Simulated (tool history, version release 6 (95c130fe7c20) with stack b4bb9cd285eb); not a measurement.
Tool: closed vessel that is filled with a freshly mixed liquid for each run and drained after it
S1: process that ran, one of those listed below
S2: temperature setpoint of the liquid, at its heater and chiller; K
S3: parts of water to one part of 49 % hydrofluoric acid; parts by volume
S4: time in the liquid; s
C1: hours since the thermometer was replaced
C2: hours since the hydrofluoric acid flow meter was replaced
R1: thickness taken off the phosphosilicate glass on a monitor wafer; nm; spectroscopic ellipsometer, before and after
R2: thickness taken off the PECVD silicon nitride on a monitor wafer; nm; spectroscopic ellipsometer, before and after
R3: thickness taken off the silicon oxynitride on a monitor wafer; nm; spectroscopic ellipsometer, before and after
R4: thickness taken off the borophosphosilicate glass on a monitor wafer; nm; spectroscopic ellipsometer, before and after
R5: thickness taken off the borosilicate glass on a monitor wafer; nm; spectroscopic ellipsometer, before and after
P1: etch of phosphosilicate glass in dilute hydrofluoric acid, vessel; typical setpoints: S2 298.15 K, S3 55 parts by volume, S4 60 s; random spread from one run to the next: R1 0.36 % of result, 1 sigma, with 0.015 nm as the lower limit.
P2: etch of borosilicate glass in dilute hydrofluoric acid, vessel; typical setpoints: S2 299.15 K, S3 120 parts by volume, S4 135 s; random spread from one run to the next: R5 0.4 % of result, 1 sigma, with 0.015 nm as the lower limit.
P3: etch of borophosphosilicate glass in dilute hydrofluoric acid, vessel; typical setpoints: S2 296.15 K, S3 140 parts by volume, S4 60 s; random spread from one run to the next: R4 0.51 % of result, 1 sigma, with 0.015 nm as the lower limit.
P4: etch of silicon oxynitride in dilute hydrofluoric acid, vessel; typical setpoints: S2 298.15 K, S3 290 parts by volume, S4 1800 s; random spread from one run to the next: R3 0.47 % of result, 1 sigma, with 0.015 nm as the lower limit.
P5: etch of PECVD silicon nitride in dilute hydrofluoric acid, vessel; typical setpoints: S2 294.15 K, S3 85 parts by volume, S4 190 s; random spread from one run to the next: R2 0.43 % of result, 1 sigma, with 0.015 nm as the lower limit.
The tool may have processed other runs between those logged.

run   hour  S1      S2   S3    S4      C1     C2      R1      R2      R3      R4      R5
  1    3.9  P1  298.15   55    60     846  508.3  70.916
  2    8.2  P5  294.15  120   190   850.3  512.6          4.9776
  3   10.8  P4  298.15  415  1800   852.9  515.2                  6.1866
  4   14.2  P1  298.15   55    60   856.3  518.6  70.837
  5   19.1  P1  305.15   55    60   861.2  523.5  93.232
  6   23.5  P4  298.15  290  3350   865.6  527.9                  17.853
  7   29.1  P1  298.15   20    60   871.2  533.5  204.81
  8   33.4  P1  293.15   55    60   875.5  537.8  57.766
  9     36  P4  298.15  290  1800   878.1  540.4                  9.6754
 10     39  P5  301.65   85   190   881.1  543.4          11.517
 11   41.8  P3  296.15  140    60   883.9  546.2                          18.435
 12     47  P2  299.15  120   135   889.1  551.4                                  41.502
 13   49.7  P2  299.15   75   135   891.8  554.1                                  70.688
 14   54.8  P5  294.15   85    30   896.9  559.2          1.1009
 15     59  P4  291.15  290  1800   901.1  563.4                  7.1094
 16   64.2  P1  298.15   90    30   906.3  568.6  20.731
 17     67  P1  298.15   55    60   909.1  571.4  70.832
 18   71.8  P3  296.15  140    60   913.9  576.2                          18.364
 19   76.3  P2  299.15  120   230   918.4  580.7                                  71.322
 20     80  P1  298.15   55    30   922.1  584.4  35.681
 21   83.8  P5  294.15   85   190   925.9  588.2          7.0339
 22   89.1  P1  298.15   25    30   931.2  593.5  80.896
 23   91.7  P1  298.15   55    60   933.8  596.1  70.964
 24   95.4  P1  298.15   55    85   937.5  599.8  100.67
 25   98.1  P1  304.65   85    60   940.2  602.5  57.156
 26  101.9  P5  294.15   85   190     944  606.3          7.0547
 27  106.2  P1  298.15   55    60   948.3  610.6  71.255
 28    111  P2  293.15  120   135   953.1  615.4                                  33.023
 29  115.2  P1  298.15   55    60   957.3  619.6  71.024
 30  120.3  P3  296.15  200    60   962.4  624.7                          12.083
 31  124.3  P3  296.15  140   110   966.4  628.7                          33.811
 32  129.6  P1  298.15   85    60   971.7    634  44.034
 33  133.8  P1  298.15   55    60   975.9  638.2  71.278
 34  136.9  P3  304.15  140    60     979  641.3                          24.735
 35  141.5  P2  299.15  120   135   983.6  645.9                                  41.734
 36  144.5  P1  298.15   55    60   986.6  648.9  70.872
 37  148.1  P1  298.15   55    60   990.2  652.5  71.912
 38  153.6  P1  298.15   55    60   995.7    658  73.399
 39  158.7  P1  298.15   55    60  1000.8  663.1    74.5
 40  163.8  P1  298.15   55    60  1005.9  668.2  75.681
 41  169.1  P1  298.15   55    60  1011.2  673.5   75.88
 42  174.5  P1  298.15   55    60  1016.6  678.9  75.527
 43  179.4  P1  298.15   55    60  1021.5  683.8   75.83
 44  182.4  P1  298.15   55    60  1024.5  686.8  76.094
 45  186.5  P1  298.15   55    60  1028.6  690.9  76.148
 46    190  P1  298.15   55    60  1032.1  694.4  76.015

The log shows P1 creeping away from where it was. Any of the 2 causes listed here, at the size stated for it, fits the log just as well as the others:
A: liquid hotter than its thermometer reads (K) = 1.7
B: hydrofluoric acid flow above the setpoint (%) = 6.6
The onset of the drift is placed at about hour 144.5.

Which of the 4 check runs listed below separates the causes, so that each cause would produce a clearly different result? Each run uses one wafer, and its results are marked with question marks.
check 1  193.5  P5  294.15   85   190               ?
check 2  193.5  P2  299.15  120   135                           ?
check 3  193.5  P3  296.15  140    60                       ?
check 4  193.5  P4  298.15  290  1800                   ?

Predicted outcomes, by check and by cause:
  check  result    if A    if B
check 1      R2  7.8452   7.446
check 2      R5   44.62  45.008
check 3      R4  19.589  19.751
check 4      R3  10.381  10.442
How far apart the two closest causes lie, in the result that separates them most: check 1 5.22 %; check 2 0.87 %; check 3 0.83 %; check 4 0.58 %
Only in check 1 would the causes give clearly different results; in the remaining checks their results would be nearly the same.

The results of check 1 are: R2 7.877 nm. Based on these, which of the listed causes is it?

It was cause A: liquid hotter than its thermometer reads (K).
